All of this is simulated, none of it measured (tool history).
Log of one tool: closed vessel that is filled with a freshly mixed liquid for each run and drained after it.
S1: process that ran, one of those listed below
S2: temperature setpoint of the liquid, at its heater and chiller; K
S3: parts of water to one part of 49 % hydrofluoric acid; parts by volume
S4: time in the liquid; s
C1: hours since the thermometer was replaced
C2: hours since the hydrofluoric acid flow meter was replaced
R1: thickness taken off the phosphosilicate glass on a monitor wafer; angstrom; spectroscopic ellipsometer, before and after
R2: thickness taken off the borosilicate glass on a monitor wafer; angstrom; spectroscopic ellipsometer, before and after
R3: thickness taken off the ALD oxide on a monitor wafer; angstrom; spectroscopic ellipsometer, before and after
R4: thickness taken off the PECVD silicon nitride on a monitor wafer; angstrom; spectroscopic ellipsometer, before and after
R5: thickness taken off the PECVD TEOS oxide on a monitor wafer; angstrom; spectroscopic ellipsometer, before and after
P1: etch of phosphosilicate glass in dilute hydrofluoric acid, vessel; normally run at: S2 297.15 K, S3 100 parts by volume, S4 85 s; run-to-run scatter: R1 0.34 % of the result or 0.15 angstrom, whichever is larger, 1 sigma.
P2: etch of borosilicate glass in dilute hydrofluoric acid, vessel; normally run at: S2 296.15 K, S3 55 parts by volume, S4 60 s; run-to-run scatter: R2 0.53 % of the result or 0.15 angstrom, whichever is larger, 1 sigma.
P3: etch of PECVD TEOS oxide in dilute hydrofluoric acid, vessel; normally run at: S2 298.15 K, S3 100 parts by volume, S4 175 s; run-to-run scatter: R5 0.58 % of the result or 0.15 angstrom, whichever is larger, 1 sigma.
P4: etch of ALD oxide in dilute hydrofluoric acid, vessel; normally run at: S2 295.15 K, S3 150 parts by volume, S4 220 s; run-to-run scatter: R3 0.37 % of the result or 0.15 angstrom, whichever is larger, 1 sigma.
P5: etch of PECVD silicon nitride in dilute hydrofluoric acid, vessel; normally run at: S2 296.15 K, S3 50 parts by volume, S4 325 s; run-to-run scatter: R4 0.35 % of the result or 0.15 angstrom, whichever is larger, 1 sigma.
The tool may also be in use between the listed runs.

Run 1, hour 3.6: S1 P1, S2 297.15 K, S3 100 parts by volume, S4 85 s; C1 457.7; C2 1292.5. Result: R1 582.84 angstrom.
Run 2, hour 9.7: S1 P2, S2 296.15 K, S3 55 parts by volume, S4 60 s; C1 463.8; C2 1298.6. Result: R2 263.60 angstrom.
Run 3, hour 12.9: S1 P1, S2 297.15 K, S3 100 parts by volume, S4 85 s; C1 467.0; C2 1301.8. Result: R1 588.37 angstrom.
Run 4, hour 18.5: S1 P4, S2 295.15 K, S3 270 parts by volume, S4 220 s; C1 472.6; C2 1307.4. Result: R3 77.997 angstrom.
Run 5, hour 25.4: S1 P1, S2 297.15 K, S3 100 parts by volume, S4 125 s; C1 479.5; C2 1314.3. Result: R1 866.73 angstrom.
Run 6, hour 30.6: S1 P5, S2 296.15 K, S3 25 parts by volume, S4 325 s; C1 484.7; C2 1319.5. Result: R4 602.940 angstrom.
Run 7, hour 37.1: S1 P2, S2 303.15 K, S3 55 parts by volume, S4 60 s; C1 491.2; C2 1326.0. Result: R2 343.64 angstrom.
Run 8, hour 42.0: S1 P1, S2 297.15 K, S3 185 parts by volume, S4 85 s; C1 496.1; C2 1330.9. Result: R1 286.87 angstrom.
Run 9, hour 46.4: S1 P3, S2 290.15 K, S3 100 parts by volume, S4 175 s; C1 500.5; C2 1335.3. Result: R5 254.75 angstrom.
Run 10, hour 49.8: S1 P1, S2 297.15 K, S3 100 parts by volume, S4 35 s; C1 503.9; C2 1338.7. Result: R1 240.69 angstrom.
Run 11, hour 55.1: S1 P4, S2 295.15 K, S3 150 parts by volume, S4 400 s; C1 509.2; C2 1344.0. Result: R3 288.680 angstrom.
Run 12, hour 60.7: S1 P5, S2 299.65 K, S3 50 parts by volume, S4 325 s; C1 514.8; C2 1349.6. Result: R4 391.090 angstrom.
Run 13, hour 63.9: S1 P5, S2 296.15 K, S3 50 parts by volume, S4 30 s; C1 518.0; C2 1352.8. Result: R4 28.781 angstrom.
Run 14, hour 69.4: S1 P4, S2 295.15 K, S3 150 parts by volume, S4 220 s; C1 523.5; C2 1358.3. Result: R3 159.020 angstrom.
Run 15, hour 76.3: S1 P1, S2 297.15 K, S3 100 parts by volume, S4 85 s; C1 530.4; C2 1365.2. Result: R1 585.36 angstrom.
Run 16, hour 82.1: S1 P3, S2 298.15 K, S3 100 parts by volume, S4 175 s; C1 536.2; C2 1371.0. Result: R5 352.35 angstrom.
Run 17, hour 86.4: S1 P1, S2 297.15 K, S3 100 parts by volume, S4 85 s; C1 540.5; C2 1375.3. Result: R1 587.61 angstrom.
Run 18, hour 92.0: S1 P5, S2 296.15 K, S3 50 parts by volume, S4 325 s; C1 546.1; C2 1380.9. Result: R4 310.060 angstrom.
Run 19, hour 97.3: S1 P4, S2 295.15 K, S3 150 parts by volume, S4 220 s; C1 551.4; C2 1386.2. Result: R3 158.890 angstrom.
Run 20, hour 101.0: S1 P2, S2 296.15 K, S3 55 parts by volume, S4 110 s; C1 555.1; C2 1389.9. Result: R2 476.59 angstrom.
Run 21, hour 106.2: S1 P1, S2 297.15 K, S3 50 parts by volume, S4 85 s; C1 560.3; C2 1395.1. Result: R1 1244.10 angstrom.
Run 22, hour 111.9: S1 P1, S2 303.65 K, S3 100 parts by volume, S4 85 s; C1 566.0; C2 1400.8. Result: R1 752.55 angstrom.
Run 23, hour 117.5: S1 P3, S2 298.15 K, S3 100 parts by volume, S4 60 s; C1 571.6; C2 1406.4. Result: R5 121.68 angstrom.
Run 24, hour 122.0: S1 P3, S2 298.15 K, S3 175 parts by volume, S4 175 s; C1 576.1; C2 1410.9. Result: R5 185.35 angstrom.
Run 25, hour 127.7: S1 P1, S2 302.15 K, S3 175 parts by volume, S4 85 s; C1 581.8; C2 1416.6. Result: R1 370.61 angstrom.
Run 26, hour 133.2: S1 P4, S2 290.15 K, S3 150 parts by volume, S4 220 s; C1 587.3; C2 1422.1. Result: R3 129.630 angstrom.
Run 27, hour 137.9: S1 P1, S2 291.15 K, S3 100 parts by volume, S4 85 s; C1 592.0; C2 1426.8. Result: R1 457.08 angstrom.
Run 28, hour 141.3: S1 P1, S2 297.15 K, S3 100 parts by volume, S4 85 s; C1 595.4; C2 1430.2. Result: R1 586.82 angstrom.
Run 29, hour 148.3: S1 P2, S2 296.15 K, S3 55 parts by volume, S4 60 s; C1 602.4; C2 1437.2. Result: R2 259.86 angstrom.
Run 30, hour 152.8: S1 P2, S2 296.15 K, S3 25 parts by volume, S4 60 s; C1 606.9; C2 1441.7. Result: R2 603.69 angstrom.
Run 31, hour 156.0: S1 P1, S2 297.15 K, S3 100 parts by volume, S4 85 s; C1 610.1; C2 1444.9. Result: R1 585.91 angstrom.
Run 32, hour 160.7: S1 P1, S2 297.15 K, S3 100 parts by volume, S4 85 s; C1 614.8; C2 1449.6. Result: R1 571.92 angstrom.
Run 33, hour 165.1: S1 P1, S2 297.15 K, S3 100 parts by volume, S4 85 s; C1 619.2; C2 1454.0. Result: R1 562.75 angstrom.
Run 34, hour 170.6: S1 P1, S2 297.15 K, S3 100 parts by volume, S4 85 s; C1 624.7; C2 1459.5. Result: R1 562.37 angstrom.
Run 35, hour 175.7: S1 P1, S2 297.15 K, S3 100 parts by volume, S4 85 s; C1 629.8; C2 1464.6. Result: R1 554.76 angstrom.
Run 36, hour 179.3: S1 P1, S2 297.15 K, S3 100 parts by volume, S4 85 s; C1 633.4; C2 1468.2. Result: R1 551.66 angstrom.
Run 37, hour 185.8: S1 P1, S2 297.15 K, S3 100 parts by volume, S4 85 s; C1 639.9; C2 1474.7. Result: R1 555.66 angstrom.
Run 38, hour 190.3: S1 P1, S2 297.15 K, S3 100 parts by volume, S4 85 s; C1 644.4; C2 1479.2. Result: R1 553.15 angstrom.

What P1 gives has crept away from where it was. These 2 causes fit the log equally well, each at the size given:
A: hydrofluoric acid flow below the setpoint (%) = 5.02
B: liquid colder than its thermometer reads (K) = 1.46
The creep began at about hour 156.0.

4 check runs are offered, one wafer each, their results left as question marks. Which one tells the causes apart?
Run check 1, hour 194.8: S1 P3, S2 290.65 K, S3 160 parts by volume, S4 175 s. Result: R5 ?.
Run check 2, hour 194.8: S1 P2, S2 296.15 K, S3 35 parts by volume, S4 95 s. Result: R2 ?.
Run check 3, hour 194.8: S1 P5, S2 296.15 K, S3 30 parts by volume, S4 325 s. Result: R4 ?.
Run check 4, hour 194.8: S1 P4, S2 290.65 K, S3 260 parts by volume, S4 220 s. Result: R3 ?.

What each check would give under each cause:
  check  result     if A     if B
check 1      R5   143.62   143.62
check 2      R2   634.62   629.76
check 3      R4  484.610  460.600
check 4      R3   64.967   65.414
How far apart the two closest causes lie, in the result that separates them most: check 1 0 %; check 2 0.77 %; check 3 5.08 %; check 4 0.69 %
Only check 3 tells the causes apart: in the others they would give nearly the same result.

Then check 3 was run and gave: R4 460.720 angstrom. Which cause is it?

It is B: liquid colder than its thermometer reads (K).
